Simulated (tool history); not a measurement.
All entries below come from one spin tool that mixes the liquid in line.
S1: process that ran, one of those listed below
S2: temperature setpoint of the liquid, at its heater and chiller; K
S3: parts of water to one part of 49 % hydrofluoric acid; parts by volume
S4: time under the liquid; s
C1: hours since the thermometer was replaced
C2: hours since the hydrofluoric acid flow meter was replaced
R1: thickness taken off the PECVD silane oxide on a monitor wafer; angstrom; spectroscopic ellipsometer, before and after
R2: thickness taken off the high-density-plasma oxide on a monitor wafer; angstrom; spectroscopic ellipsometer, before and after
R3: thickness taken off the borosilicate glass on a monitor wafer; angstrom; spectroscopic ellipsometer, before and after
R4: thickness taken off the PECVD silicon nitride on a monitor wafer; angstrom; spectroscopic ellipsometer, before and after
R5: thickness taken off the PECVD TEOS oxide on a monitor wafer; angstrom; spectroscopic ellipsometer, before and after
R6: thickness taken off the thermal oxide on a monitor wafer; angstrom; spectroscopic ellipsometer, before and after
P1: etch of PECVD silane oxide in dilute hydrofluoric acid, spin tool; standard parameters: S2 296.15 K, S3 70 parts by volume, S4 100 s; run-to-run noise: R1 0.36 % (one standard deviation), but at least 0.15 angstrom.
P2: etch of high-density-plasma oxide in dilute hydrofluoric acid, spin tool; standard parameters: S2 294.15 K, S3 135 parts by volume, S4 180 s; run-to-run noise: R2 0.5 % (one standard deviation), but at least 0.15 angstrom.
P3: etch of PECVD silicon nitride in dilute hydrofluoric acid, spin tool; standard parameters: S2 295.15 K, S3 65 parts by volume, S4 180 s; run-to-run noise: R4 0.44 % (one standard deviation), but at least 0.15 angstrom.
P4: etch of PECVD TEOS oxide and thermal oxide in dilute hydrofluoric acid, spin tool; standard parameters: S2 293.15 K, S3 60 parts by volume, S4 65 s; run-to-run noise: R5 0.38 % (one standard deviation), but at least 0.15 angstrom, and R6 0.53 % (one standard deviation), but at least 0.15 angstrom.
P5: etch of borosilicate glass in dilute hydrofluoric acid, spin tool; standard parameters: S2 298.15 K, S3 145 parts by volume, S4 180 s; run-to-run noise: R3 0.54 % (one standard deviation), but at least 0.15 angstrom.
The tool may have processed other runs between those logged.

run     day  S1      S2   S3   S4      C1     C2       R1       R2      R3       R4       R5      R6
  1   0.542  P1  296.15   70  100  1530.2  347.5  263.030
  2   0.912  P2  294.15  135  180  1539.1  356.4            99.863
  3   1.283  P1  296.15   70  100  1548.0  365.3  262.030
  4   1.575  P5  298.15  145  180  1555.0  372.3                    363.03
  5   2.046  P2  299.65  135  180  1566.3  383.6           122.810
  6   2.571  P5  298.15  245  180  1578.9  396.2                    193.00
  7   3.100  P3  295.15   65  180  1591.6  408.9                            109.460
  8   3.579  P4  293.15   60   65  1603.1  420.4                                      84.252  45.073
  9   4.100  P2  294.15  135   50  1615.6  432.9            27.830
 10   4.642  P1  296.15   70  190  1628.6  445.9  498.630
 11   5.175  P5  298.15  145  340  1641.4  458.7                    687.30
 12   5.625  P4  293.15   60   15  1652.2  469.5                                      19.352  10.595
 13   5.892  P1  296.15  125  100  1658.6  475.9  137.430
 14   6.425  P3  295.15   65   80  1671.4  488.7                             48.771
 15   6.971  P4  297.15   60   65  1684.5  501.8                                      99.782  53.767
 16   7.338  P3  295.15  105  180  1693.3  510.6                             68.645
 17   7.879  P4  293.15   35   65  1706.3  523.6                                     149.580  80.821
 18   8.254  P1  296.15   70  100  1715.3  532.6  261.810
 19   8.788  P3  290.15   65  180  1728.1  545.4                             76.782
 20   9.129  P4  293.15   60   65  1736.3  553.6                                      84.216  45.241
 21   9.588  P2  294.15  220  180  1747.3  564.6            56.486
 22   9.958  P2  294.15  135  180  1756.2  573.5            99.691
 23  10.296  P1  296.15   35  100  1764.3  581.6  551.570
 24  10.692  P1  290.15   70  100  1773.8  591.1  203.490
 25  11.092  P1  303.65   70  100  1783.4  600.7  355.290
 26  11.638  P5  305.65  145  180  1796.5  613.8                    480.72
 27  11.996  P1  296.15   70  100  1805.1  622.4  263.070
 28  12.529  P1  296.15   70  100  1817.9  635.2  262.510
 29  13.025  P3  295.15   65  180  1829.8  647.1                            109.460
 30  13.467  P1  290.15   70   55  1840.4  657.7  112.510
 31  13.771  P1  296.15   70   15  1847.7  665.0   39.364
 32  14.117  P1  296.15   70  100  1856.0  673.3  260.860
 33  14.508  P1  296.15   70  100  1865.4  682.7  274.200
 34  15.050  P1  296.15   70  100  1878.4  695.7  283.030
 35  15.396  P1  296.15   70  100  1886.7  704.0  283.150
 36  15.642  P1  296.15   70  100  1892.6  709.9  285.040
 37  16.008  P1  296.15   70  100  1901.4  718.7  286.250
 38  16.508  P1  296.15   70  100  1913.4  730.7  287.110
 39  16.829  P1  296.15   70  100  1921.1  738.4  286.460

What P1 gives has crept away from where it was. These 2 causes fit the log equally well, each at the size given:
A: hydrofluoric acid flow above the setpoint (%) = 8.4
B: liquid hotter than its thermometer reads (K) = 2.17
Creep in the process output first set in at about day 14.117.

4 check runs are offered, one wafer each, their results left as question marks. Which one tells the causes apart?
check 1  17.150  P4  293.15   60   65                           ?   ?
check 2  17.150  P5  298.15  145  180                   ?
check 3  17.150  P3  295.15   65  180                       ?
check 4  17.150  P2  294.15  135  180               ?

What each check would give under each cause:
  check  result     if A     if B
check 1      R5   92.198   92.617
check 1      R6   49.417   49.641
check 2      R3   401.61   396.61
check 3      R4  118.600  126.870
check 4      R2  109.210  108.490
Gap, in per cent, between the two causes that each check separates least, read from the result that separates them most: check 1 0.45 %; check 2 1.25 %; check 3 6.74 %; check 4 0.67 %
Check 3 is the one run that separates the causes; every other check would come out nearly the same whichever cause is at work.

Check 3 was then run and gave: R4 126.520 angstrom. Which cause is it?

Of the candidate causes, it is B: liquid hotter than its thermometer reads (K).
